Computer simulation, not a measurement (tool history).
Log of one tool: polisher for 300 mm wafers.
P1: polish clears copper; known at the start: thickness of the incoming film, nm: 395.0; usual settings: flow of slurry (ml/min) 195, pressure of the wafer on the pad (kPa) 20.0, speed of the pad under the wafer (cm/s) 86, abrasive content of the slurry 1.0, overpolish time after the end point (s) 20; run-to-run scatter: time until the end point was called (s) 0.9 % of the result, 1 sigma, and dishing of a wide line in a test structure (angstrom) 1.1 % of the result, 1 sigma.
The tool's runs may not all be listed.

run,day,flow of slurry (ml/min),pressure of the wafer on the pad (kPa),speed of the pad under the wafer (cm/s),abrasive content of the slurry,overpolish time after the end point (s),wafers polished on this pad,hours since the slurry nozzle was cleaned,hours since the head pressure was calibrated,hours since the slurry blender was calibrated,time until the end point was called (s),dishing of a wide line in a test structure (angstrom)
1,0.371,195,20.0,86,1.0,20,900,60.3,686.2,312.9,160.92,329.27
2,0.846,195,20.0,86,1.0,6,959,71.7,697.6,324.3,162.72,111.57
3,1.388,195,20.0,86,1.0,20,1027,84.7,710.6,337.3,160.70,331.78
# day 1.650: slurry nozzle cleaned
4,1.783,260,20.0,86,1.0,20,1077,3.2,720.1,346.8,156.13,340.41
5,2.150,195,20.0,86,1.0,20,1122,12.0,728.9,355.6,163.48,332.47
6,2.662,195,13.1,86,1.0,33,1186,24.3,741.2,367.9,249.53,347.50
7,2.971,195,20.0,86,0.6,20,1225,31.7,748.6,375.3,179.92,307.92
8,3.550,195,20.0,86,1.5,20,1297,45.6,762.5,389.2,149.27,353.82
9,4.017,120,26.9,86,1.0,20,1356,56.8,773.7,400.4,130.35,396.57
10,4.500,195,26.2,86,1.0,20,1416,68.4,785.3,412.0,122.75,415.80
11,5.025,195,20.0,48,1.0,20,1482,81.0,797.9,424.6,287.86,198.29
12,5.600,195,20.0,86,1.0,20,1553,94.8,811.7,438.4,159.08,331.81
13,6.112,195,20.0,86,1.0,20,1617,107.1,824.0,450.7,161.56,334.29
14,6.588,195,12.4,86,1.0,20,1677,118.5,835.4,462.1,263.58,214.10
15,6.996,115,20.0,86,1.0,20,1728,128.3,845.2,471.9,178.70,300.33
16,7.267,195,20.0,86,1.0,20,1762,134.8,851.7,478.4,161.72,330.03
17,7.683,195,20.0,86,1.0,38,1814,144.8,861.7,488.4,160.49,545.74
18,8.208,195,20.0,86,1.0,20,1879,157.4,874.3,501.0,161.93,329.61
19,8.608,195,20.0,136,1.0,20,1929,167.0,883.9,510.6,102.13,469.53
20,9.096,195,20.0,86,1.0,20,1990,178.7,895.6,522.3,161.71,329.21
21,9.567,195,20.0,86,1.0,20,2049,190.0,906.9,533.6,166.59,329.46
22,9.917,195,20.0,86,1.0,20,2093,198.4,915.3,542.0,167.59,321.19
23,10.488,195,20.0,86,1.0,20,2164,212.1,929.0,555.7,172.16,312.70
# day 10.704: worn pad replaced by a new one
24,10.767,195,20.0,86,1.0,20,8,218.8,935.7,562.4,170.84,314.37
25,11.317,195,20.0,86,1.0,20,76,232.0,948.9,575.6,170.39,315.44
26,11.654,195,20.0,86,1.0,20,118,240.1,957.0,583.7,171.28,312.99
# day 11.692: head pressure recalibrated
27,12.112,195,20.0,86,1.0,20,176,251.1,10.1,594.7,171.66,313.12
28,12.579,195,20.0,86,1.0,20,234,262.3,21.3,605.9,170.32,320.38

What P1 gives has crept away from where it was. These 2 causes fit the log equally well, each at the size given:
A: abrasive missing from the slurry, % = 25.8
B: slurry flow missing at the pad, % = 32.2
The creep began at about day 9.096.
Why every other cause is out:
removal rate lost through wear of the pad, %: serviced at day 10.704, which brought nothing back
head's pressure below its setpoint, %: serviced at day 11.692, which brought nothing back

4 check runs are offered, each on 5 wafers whose results are averaged, their results left as question marks. Which one tells the causes apart?
check 1,13.046,195,20.0,86,1.25,20,,,,,?,?
check 2,13.046,195,20.0,126,1.45,20,,,,,?,?
check 3,13.046,195,20.0,86,0.70,20,,,,,?,?
check 4,13.046,125,20.0,86,1.00,36,,,,,?,?

What each check would give under each cause:
check,result,if A,if B
check 1,time until the end point was called (s),163.93,163.67
check 1,dishing of a wide line in a test structure (angstrom),326.08,326.53
check 2,time until the end point was called (s),108.39,108.09
check 2,dishing of a wide line in a test structure (angstrom),455.35,456.31
check 3,time until the end point was called (s),184.60,185.13
check 3,dishing of a wide line in a test structure (angstrom),294.76,294.04
check 4,time until the end point was called (s),184.96,190.84
check 4,dishing of a wide line in a test structure (angstrom),474.25,463.10
How far apart the two closest causes lie, in the result that separates them most: check 1 0.16 %; check 2 0.27 %; check 3 0.29 %; check 4 3.13 %
Check 4 tells the causes apart: in the others they would give nearly the same result.

Check 4 was then run and gave: time until the end point was called (s) 183.82; dishing of a wide line in a test structure (angstrom) 475.61. Which cause is it?

It is A: abrasive missing from the slurry, %.
